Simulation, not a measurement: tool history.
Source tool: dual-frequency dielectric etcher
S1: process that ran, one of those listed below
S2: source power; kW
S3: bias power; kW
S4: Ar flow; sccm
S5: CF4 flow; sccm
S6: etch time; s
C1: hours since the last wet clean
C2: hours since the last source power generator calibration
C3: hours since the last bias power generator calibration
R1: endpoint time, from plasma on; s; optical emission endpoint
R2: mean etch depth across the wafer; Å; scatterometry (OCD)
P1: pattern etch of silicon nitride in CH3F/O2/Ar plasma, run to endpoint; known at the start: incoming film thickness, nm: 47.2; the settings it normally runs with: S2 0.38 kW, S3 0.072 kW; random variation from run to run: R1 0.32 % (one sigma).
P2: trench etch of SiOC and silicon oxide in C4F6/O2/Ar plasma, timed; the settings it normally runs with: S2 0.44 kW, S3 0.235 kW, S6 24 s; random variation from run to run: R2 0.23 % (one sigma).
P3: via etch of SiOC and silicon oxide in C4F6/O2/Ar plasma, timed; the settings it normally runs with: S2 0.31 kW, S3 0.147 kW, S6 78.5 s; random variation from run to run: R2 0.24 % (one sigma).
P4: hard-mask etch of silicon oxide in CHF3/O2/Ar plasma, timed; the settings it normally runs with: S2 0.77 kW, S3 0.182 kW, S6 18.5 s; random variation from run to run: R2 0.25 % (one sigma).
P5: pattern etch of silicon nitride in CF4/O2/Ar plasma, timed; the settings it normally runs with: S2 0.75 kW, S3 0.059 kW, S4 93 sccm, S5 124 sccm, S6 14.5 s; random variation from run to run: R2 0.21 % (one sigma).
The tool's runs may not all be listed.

run 1 hour=4.3 | S1=P1 S2=0.38 S3=0.072 | C1=110.5 C2=685.4 C3=1737.7 | R1=70.742
run 2 hour=9.1 | S1=P1 S2=0.38 S3=0.072 | C1=115.3 C2=690.2 C3=1742.5 | R1=70.663
run 3 hour=14.6 | S1=P5 S2=0.75 S3=0.059 S4=119 S5=124 S6=14.5 | C1=120.8 C2=695.7 C3=1748 | R2=416.3
run 4 hour=21.8 | S1=P1 S2=0.38 S3=0.072 | C1=128 C2=702.9 C3=1755.2 | R1=70.876
run 5 hour=28.1 | S1=P3 S2=0.31 S3=0.191 S6=78.5 | C1=134.3 C2=709.2 C3=1761.5 | R2=832.57
run 6 hour=32.5 | S1=P3 S2=0.31 S3=0.147 S6=78.5 | C1=138.7 C2=713.6 C3=1765.9 | R2=767.19
-- hour=36.3 source power generator calibrated
run 7 hour=37.1 | S1=P3 S2=0.31 S3=0.147 S6=107 | C1=143.3 C2=0.8 C3=1770.5 | R2=1045.6
run 8 hour=41.5 | S1=P1 S2=0.38 S3=0.072 | C1=147.7 C2=5.2 C3=1774.9 | R1=71.052
run 9 hour=46.6 | S1=P5 S2=0.75 S3=0.078 S4=93 S5=124 S6=14.5 | C1=152.8 C2=10.3 C3=1780 | R2=476.35
run 10 hour=53.1 | S1=P1 S2=0.38 S3=0.093 | C1=159.3 C2=16.8 C3=1786.5 | R1=64.325
run 11 hour=60.7 | S1=P5 S2=0.75 S3=0.059 S4=93 S5=124 S6=14.5 | C1=166.9 C2=24.4 C3=1794.1 | R2=428.09
run 12 hour=66.3 | S1=P1 S2=0.38 S3=0.072 | C1=172.5 C2=30 C3=1799.7 | R1=70.739
run 13 hour=70.3 | S1=P5 S2=0.92 S3=0.059 S4=93 S5=124 S6=14.5 | C1=176.5 C2=34 C3=1803.7 | R2=513.07
run 14 hour=77.3 | S1=P2 S2=0.44 S3=0.298 S6=24 | C1=183.5 C2=41 C3=1810.7 | R2=578.78
run 15 hour=84.6 | S1=P2 S2=0.44 S3=0.235 S6=24 | C1=190.8 C2=48.3 C3=1818 | R2=533.38
run 16 hour=88.7 | S1=P1 S2=0.47 S3=0.072 | C1=194.9 C2=52.4 C3=1822.1 | R1=65.383
run 17 hour=96.1 | S1=P4 S2=0.77 S3=0.182 S6=18.5 | C1=202.3 C2=59.8 C3=1829.5 | R2=400.56
run 18 hour=100.3 | S1=P2 S2=0.44 S3=0.235 S6=24 | C1=206.5 C2=64 C3=1833.7 | R2=535.31
run 19 hour=106.5 | S1=P1 S2=0.3 S3=0.094 | C1=212.7 C2=70.2 C3=1839.9 | R1=70.345
run 20 hour=111.1 | S1=P5 S2=0.75 S3=0.059 S4=93 S5=95 S6=14.5 | C1=217.3 C2=74.8 C3=1844.5 | R2=415.85
run 21 hour=116.8 | S1=P1 S2=0.24 S3=0.072 | C1=223 C2=80.5 C3=1850.2 | R1=84.399
run 22 hour=120.4 | S1=P4 S2=0.77 S3=0.115 S6=18.5 | C1=226.6 C2=84.1 C3=1853.8 | R2=345.21
run 23 hour=127.5 | S1=P4 S2=0.77 S3=0.182 S6=13 | C1=233.7 C2=91.2 C3=1860.9 | R2=280.7
run 24 hour=134.5 | S1=P5 S2=0.75 S3=0.059 S4=93 S5=124 S6=14.5 | C1=240.7 C2=98.2 C3=1867.9 | R2=428.23
run 25 hour=138.4 | S1=P1 S2=0.38 S3=0.072 | C1=244.6 C2=102.1 C3=1871.8 | R1=70.647
run 26 hour=145.5 | S1=P1 S2=0.38 S3=0.047 | C1=251.7 C2=109.2 C3=1878.9 | R1=81.629
run 27 hour=151 | S1=P5 S2=0.75 S3=0.059 S4=93 S5=124 S6=8 | C1=257.2 C2=114.7 C3=1884.4 | R2=236.75
run 28 hour=157.3 | S1=P4 S2=0.6 S3=0.182 S6=18.5 | C1=263.5 C2=121 C3=1890.7 | R2=362.33
run 29 hour=163.9 | S1=P3 S2=0.38 S3=0.147 S6=78.5 | C1=270.1 C2=127.6 C3=1897.3 | R2=826.91
run 30 hour=167.7 | S1=P2 S2=0.44 S3=0.235 S6=33.5 | C1=273.9 C2=131.4 C3=1901.1 | R2=745.47
run 31 hour=173.8 | S1=P2 S2=0.56 S3=0.235 S6=24 | C1=280 C2=137.5 C3=1907.2 | R2=585.44
run 32 hour=180.2 | S1=P1 S2=0.38 S3=0.072 | C1=286.4 C2=143.9 C3=1913.6 | R1=70.709
run 33 hour=187 | S1=P1 S2=0.38 S3=0.072 | C1=293.2 C2=150.7 C3=1920.4 | R1=70.674
run 34 hour=193.2 | S1=P1 S2=0.38 S3=0.072 | C1=299.4 C2=156.9 C3=1926.6 | R1=70.049
run 35 hour=197.1 | S1=P1 S2=0.38 S3=0.072 | C1=303.3 C2=160.8 C3=1930.5 | R1=69.545
run 36 hour=204.2 | S1=P1 S2=0.38 S3=0.072 | C1=310.4 C2=167.9 C3=1937.6 | R1=69.945
-- hour=206.9 wet clean of the chamber
run 37 hour=211.5 | S1=P1 S2=0.38 S3=0.072 | C1=4.6 C2=175.2 C3=1944.9 | R1=70.19
run 38 hour=216.1 | S1=P1 S2=0.38 S3=0.072 | C1=9.2 C2=179.8 C3=1949.5 | R1=69.6
run 39 hour=220.5 | S1=P1 S2=0.38 S3=0.072 | C1=13.6 C2=184.2 C3=1953.9 | R1=69.582

What P1 gives has crept away from where it was. These 2 causes fit the log equally well, each at the size given:
A: source power that arrives over what is set, % = 4.34
B: bias power that arrives over what is set, % = 4.77
Onset of the creep was near hour 180.2.
All other causes, with the reason each is excluded:
chamber walls in a state that raises the etch rate, %: serviced at hour 206.9, after the change had begun; the process did not return to its earlier output

Of the 4 check runs listed below, each run on one wafer and each result written as a question mark, which would let you distinguish the listed causes because they would give clearly different results?
run check 1 hour=224.9 | S1=P2 S2=0.44 S3=0.235 S6=24 | R2=?
run check 2 hour=224.9 | S1=P5 S2=0.75 S3=0.059 S4=93 S5=124 S6=14.5 | R2=?
run check 3 hour=224.9 | S1=P3 S2=0.31 S3=0.147 S6=78.5 | R2=?
run check 4 hour=224.9 | S1=P4 S2=0.77 S3=0.182 S6=18.5 | R2=?

Expected result of each check under each candidate cause:
check=check_1 result=R2 if_A=542.35 if_B=541.93
check=check_2 result=R2 if_A=444.63 if_B=435.76
check=check_3 result=R2 if_A=779.98 if_B=778.53
check=check_4 result=R2 if_A=405.27 if_B=404.94
How far apart the two closest causes lie, in the result that separates them most: check 1 0.08 %; check 2 2.02 %; check 3 0.19 %; check 4 0.08 %
Check 2 tells the causes apart: in the others they would give nearly the same result.

Here is what check 2 returned: R2 436.18 Å. Which cause is it?

B is the cause: bias power that arrives over what is set, %.
